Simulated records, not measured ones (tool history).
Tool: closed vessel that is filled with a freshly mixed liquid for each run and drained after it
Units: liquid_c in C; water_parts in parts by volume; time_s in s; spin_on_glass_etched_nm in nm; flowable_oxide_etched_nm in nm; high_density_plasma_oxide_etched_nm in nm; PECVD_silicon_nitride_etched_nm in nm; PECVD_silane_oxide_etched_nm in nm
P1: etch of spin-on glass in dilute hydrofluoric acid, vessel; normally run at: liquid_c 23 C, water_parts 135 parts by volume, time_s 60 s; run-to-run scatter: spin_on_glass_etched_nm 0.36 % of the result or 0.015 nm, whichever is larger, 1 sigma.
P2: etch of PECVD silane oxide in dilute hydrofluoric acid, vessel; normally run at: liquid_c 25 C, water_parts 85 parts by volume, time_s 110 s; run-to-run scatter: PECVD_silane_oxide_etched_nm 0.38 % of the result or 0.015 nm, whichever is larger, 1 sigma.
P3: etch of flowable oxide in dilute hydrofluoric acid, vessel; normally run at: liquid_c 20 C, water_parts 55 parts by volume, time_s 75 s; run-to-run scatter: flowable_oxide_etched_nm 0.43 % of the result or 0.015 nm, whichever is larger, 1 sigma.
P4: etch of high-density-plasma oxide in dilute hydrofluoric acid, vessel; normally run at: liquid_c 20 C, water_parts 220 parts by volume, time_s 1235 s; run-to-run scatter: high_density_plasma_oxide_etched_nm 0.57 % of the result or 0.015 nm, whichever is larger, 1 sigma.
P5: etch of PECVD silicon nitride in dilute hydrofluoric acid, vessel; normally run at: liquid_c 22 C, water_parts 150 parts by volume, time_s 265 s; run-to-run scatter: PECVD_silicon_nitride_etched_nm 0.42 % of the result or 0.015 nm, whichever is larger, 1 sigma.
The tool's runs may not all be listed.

run,hour,process,liquid_c,water_parts,time_s,hours since the thermometer was replaced,hours since the hydrofluoric acid flow meter was replaced,spin_on_glass_etched_nm,flowable_oxide_etched_nm,high_density_plasma_oxide_etched_nm,PECVD_silicon_nitride_etched_nm,PECVD_silane_oxide_etched_nm
1,4.5,P1,23,135,60,329.5,782.3,13.9740,,,,
2,9.2,P3,20,55,150,334.2,787.0,,111.850,,,
3,15.2,P4,25,220,1235,340.2,793.0,,,25.6520,,
4,21.4,P4,20,105,1235,346.4,799.2,,,50.3440,,
5,25.5,P3,20,55,75,350.5,803.3,,56.236,,,
6,31.9,P4,20,220,475,356.9,809.7,,,8.1253,,
7,37.9,P1,17,135,60,362.9,815.7,11.0580,,,,
8,43.4,P5,22,150,30,368.4,821.2,,,,0.58263,
9,49.3,P1,23,135,60,374.3,827.1,13.9420,,,,
10,54.9,P4,20,220,1235,379.9,832.7,,,21.1400,,
11,59.0,P1,28,135,60,384.0,836.8,16.9800,,,,
12,64.7,P1,23,135,60,389.7,842.5,13.9530,,,,
13,69.0,P1,23,135,110,394.0,846.8,25.7650,,,,
14,75.9,P1,23,205,60,400.9,853.7,8.5470,,,,
15,80.2,P2,25,85,110,405.2,858.0,,,,,35.118
16,86.9,P5,22,230,265,411.9,864.7,,,,3.43400,
17,94.0,P3,17,55,75,419.0,871.8,,49.149,,,
18,101.0,P3,20,55,75,426.0,878.8,,55.769,,,
19,108.1,P1,23,135,60,433.1,885.9,13.9410,,,,
20,113.5,P5,17,150,265,438.5,891.3,,,,3.74290,
21,117.3,P3,20,85,75,442.3,895.1,,34.935,,,
22,121.2,P2,25,85,195,446.2,899.0,,,,,62.543
23,127.6,P1,23,85,30,452.6,905.4,11.7790,,,,
24,132.3,P1,23,135,60,457.3,910.1,13.9790,,,,
25,137.0,P1,23,75,60,462.0,914.8,26.9770,,,,
26,140.7,P5,22,150,265,465.7,918.5,,,,5.22500,
27,146.3,P2,25,55,110,471.3,924.1,,,,,56.931
28,152.5,P5,22,150,265,477.5,930.3,,,,5.16940,
29,157.1,P2,29,85,110,482.1,934.9,,,,,41.499
30,160.8,P1,23,135,30,485.8,938.6,6.9916,,,,
31,168.2,P1,23,135,60,493.2,946.0,14.0550,,,,
32,173.1,P1,23,135,60,498.1,950.9,13.6590,,,,
33,177.6,P1,23,135,60,502.6,955.4,13.5090,,,,
34,184.3,P1,23,135,60,509.3,962.1,13.2140,,,,
35,191.5,P1,23,135,60,516.5,969.3,13.2320,,,,
36,197.0,P1,23,135,60,522.0,974.8,13.2900,,,,
37,202.3,P1,23,135,60,527.3,980.1,13.1870,,,,

What P1 gives has crept away from where it was. These 2 causes fit the log equally well, each at the size given:
A: liquid colder than its thermometer reads (K) = 1.4
B: hydrofluoric acid flow below the setpoint (%) = 4.64
The creep began at about hour 168.2.

4 check runs are offered, one wafer each, their results left as question marks. Which one tells the causes apart?
check 1,207.6,P3,20,55,75,,,,?,,,
check 2,207.6,P2,25,85,110,,,,,,,?
check 3,207.6,P5,22,150,265,,,,,,?,
check 4,207.6,P4,20,220,1235,,,,,?,,

What each check would give under each cause:
check,result,if A,if B
check 1,flowable_oxide_etched_nm,52.582,53.048
check 2,PECVD_silane_oxide_etched_nm,33.400,33.502
check 3,PECVD_silicon_nitride_etched_nm,4.73220,4.95410
check 4,high_density_plasma_oxide_etched_nm,20.1940,20.1160
How far apart the two closest causes lie, in the result that separates them most: check 1 0.88 %; check 2 0.31 %; check 3 4.58 %; check 4 0.39 %
Check 3 tells the causes apart: in the others they would give nearly the same result.

Check 3 was then run and gave: PECVD_silicon_nitride_etched_nm 4.76600 nm. Which cause is it?

It is A: liquid colder than its thermometer reads (K).
